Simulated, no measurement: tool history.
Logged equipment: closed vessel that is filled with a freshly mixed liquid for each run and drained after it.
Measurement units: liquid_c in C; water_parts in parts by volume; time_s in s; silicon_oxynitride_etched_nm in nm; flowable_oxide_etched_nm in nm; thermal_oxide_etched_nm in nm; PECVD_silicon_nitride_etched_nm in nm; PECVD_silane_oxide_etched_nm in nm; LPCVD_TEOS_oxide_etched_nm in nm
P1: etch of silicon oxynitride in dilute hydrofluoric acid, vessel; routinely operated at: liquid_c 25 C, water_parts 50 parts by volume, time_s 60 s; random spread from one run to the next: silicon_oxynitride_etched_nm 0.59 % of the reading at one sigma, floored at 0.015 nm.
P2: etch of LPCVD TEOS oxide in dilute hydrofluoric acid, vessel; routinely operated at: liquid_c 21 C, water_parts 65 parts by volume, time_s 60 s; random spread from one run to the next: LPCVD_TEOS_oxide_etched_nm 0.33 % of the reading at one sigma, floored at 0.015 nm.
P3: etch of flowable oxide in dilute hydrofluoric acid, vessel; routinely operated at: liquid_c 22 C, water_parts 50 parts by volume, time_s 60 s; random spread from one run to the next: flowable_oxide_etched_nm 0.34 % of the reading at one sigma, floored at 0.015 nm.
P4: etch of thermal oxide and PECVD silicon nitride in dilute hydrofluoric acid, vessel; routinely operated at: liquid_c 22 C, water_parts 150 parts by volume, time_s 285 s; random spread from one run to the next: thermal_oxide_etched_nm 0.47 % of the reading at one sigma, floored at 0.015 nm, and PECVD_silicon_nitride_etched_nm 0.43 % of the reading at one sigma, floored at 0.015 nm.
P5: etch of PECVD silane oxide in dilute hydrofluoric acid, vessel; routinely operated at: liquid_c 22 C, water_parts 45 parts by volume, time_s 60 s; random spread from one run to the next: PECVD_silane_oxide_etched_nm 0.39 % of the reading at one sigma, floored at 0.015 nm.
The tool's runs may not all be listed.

run   hour  process  liquid_c  water_parts  time_s  hours since the thermometer was replaced  hours since the hydrofluoric acid flow meter was replaced  silicon_oxynitride_etched_nm  flowable_oxide_etched_nm  thermal_oxide_etched_nm  PECVD_silicon_nitride_etched_nm  PECVD_silane_oxide_etched_nm  LPCVD_TEOS_oxide_etched_nm
  1    7.3       P1        25           50      60                                    1116.9                                                     1001.3                        5.0885
  2   13.6       P3        22           50      60                                    1123.2                                                     1007.6                                                  55.234
  3   21.7       P4        22          150     285                                    1131.3                                                     1015.7                                                                           8.2301                           8.1413
  4   29.4       P3        17           50      60                                      1139                                                     1023.4                                                  44.691
  5   38.1       P5        22           45     115                                    1147.7                                                     1032.1                                                                                                                                          103.68
  6   46.3       P1        25           50      60                                    1155.9                                                     1040.3                         5.118
  7     55       P3        22           20      60                                    1164.6                                                       1049                                                  142.79
  8   66.5       P4      30.5          150     285                                    1176.1                                                     1060.5                                                                           11.313                           14.021
  9   74.5       P1        25           90      60                                    1184.1                                                     1068.5                        2.7134
 10   85.7       P5        29           45      60                                    1195.3                                                     1079.7                                                                                                                                          71.903
 11   97.3       P2        21           65      30                                    1206.9                                                     1091.3                                                                                                                                                                      19.495
 12  103.8       P4        22          150     525                                    1213.4                                                     1097.8                                                                           14.994                           15.042
 13  112.3       P2        17           65      60                                    1221.9                                                     1106.3                                                                                                                                                                      32.992
 14  118.3       P4        22           30     285                                    1227.9                                                     1112.3                                                                           47.256                           39.071
 15    125       P1        25           50      85                                    1234.6                                                       1119                        7.2257
 16  131.1       P3        22           50      30                                    1240.7                                                     1125.1                                                  27.618
 17  137.9       P1        25           20      60                                    1247.5                                                     1131.9                        13.109
 18  147.7       P1        25           70      95                                    1257.3                                                     1141.7                        5.6613
 19  156.8       P1        25           50      60                                    1266.4                                                     1150.8                        5.1303
 20  167.1       P1        30           50      90                                    1276.7                                                     1161.1                        9.8332
 21  173.7       P1        19           50      60                                    1283.3                                                     1167.7                        3.7824
 22  180.1       P1        25           50      60                                    1289.7                                                     1174.1                        5.1789
 23    188       P1        25           50      30                                    1297.6                                                       1182                        2.5796
 24  194.3       P2        21           65      60                                    1303.9                                                     1188.3                                                                                                                                                                      39.556
 25    206       P5        22           20      60                                    1315.6                                                       1200                                                                                                                                           125.5
 26  217.4       P1      31.5           50      60                                      1327                                                     1211.4                        7.0171
     221.6  -- hydrofluoric acid flow meter replaced
 27  226.5       P2        21           20      60                                    1336.1                                                        4.9                                                                                                                                                                      134.03
 28  231.7       P5        22           45      60                                    1341.3                                                       10.1                                                                                                                                          54.021
 29  243.7       P4        22          150     285                                    1353.3                                                       22.1                                                                           8.2343                           8.2863
 30  251.7       P1        25           50      60                                    1361.3                                                       30.1                        5.1205
 31  257.6       P1        25           50      60                                    1367.2                                                         36                        5.2455
 32  263.2       P1        25           50      60                                    1372.8                                                       41.6                        5.4004
 33  273.5       P1        25           50      60                                    1383.1                                                       51.9                         5.452
 34  282.1       P1        25           50      60                                    1391.7                                                       60.5                        5.5313
 35  289.8       P1        25           50      60                                    1399.4                                                       68.2                        5.5505
 36  298.9       P1        25           50      60                                    1408.5                                                       77.3                        5.5438
 37  304.4       P1        25           50      60                                      1414                                                       82.8                        5.6351
 38  311.4       P1        25           50      60                                      1421                                                       89.8                        5.6113

What P1 gives has crept off from where it sat before. The 2 causes that follow fit the log equally well, each at the size noted:
A: liquid hotter than its thermometer reads (K) = 1.98
B: hydrofluoric acid flow above the setpoint (%) = 9.54
The gradual shift began around hour 251.7.

Listed below are the offered check runs, one wafer per run, with question marks in place of results. For which of them would the causes give clearly different outcomes?
check 1  318.4       P5        22           20      95                                                                                                                                                                                                                                                    ?
check 2  318.4       P4      29.5          150     285                                                                                                                                                                                     ?                                ?
check 3  318.4       P2        17           25      60                                                                                                                                                                                                                                                                                ?
check 4  318.4       P3        17           30      60                                                                                                                                                            ?

Check results expected under each cause:
  check                           result    if A    if B
check 1     PECVD_silane_oxide_etched_nm  216.01  217.98
check 2          thermal_oxide_etched_nm  11.671  12.115
check 2  PECVD_silicon_nitride_etched_nm  14.891  14.473
check 3       LPCVD_TEOS_oxide_etched_nm  98.052   98.71
check 4         flowable_oxide_etched_nm   82.58  83.185
Smallest distance between any two causes, each pair judged by its most separating result, in per cent: check 1 0.91 %; check 2 3.74 %; check 3 0.67 %; check 4 0.73 %
Only check 2 tells the causes apart: in the others they would give nearly the same result.

Check 2 has now been run. It gave: thermal_oxide_etched_nm 11.593 nm; PECVD_silicon_nitride_etched_nm 14.95 nm. Which of the candidate causes is it?

Of the candidate causes, it is A: liquid hotter than its thermometer reads (K).
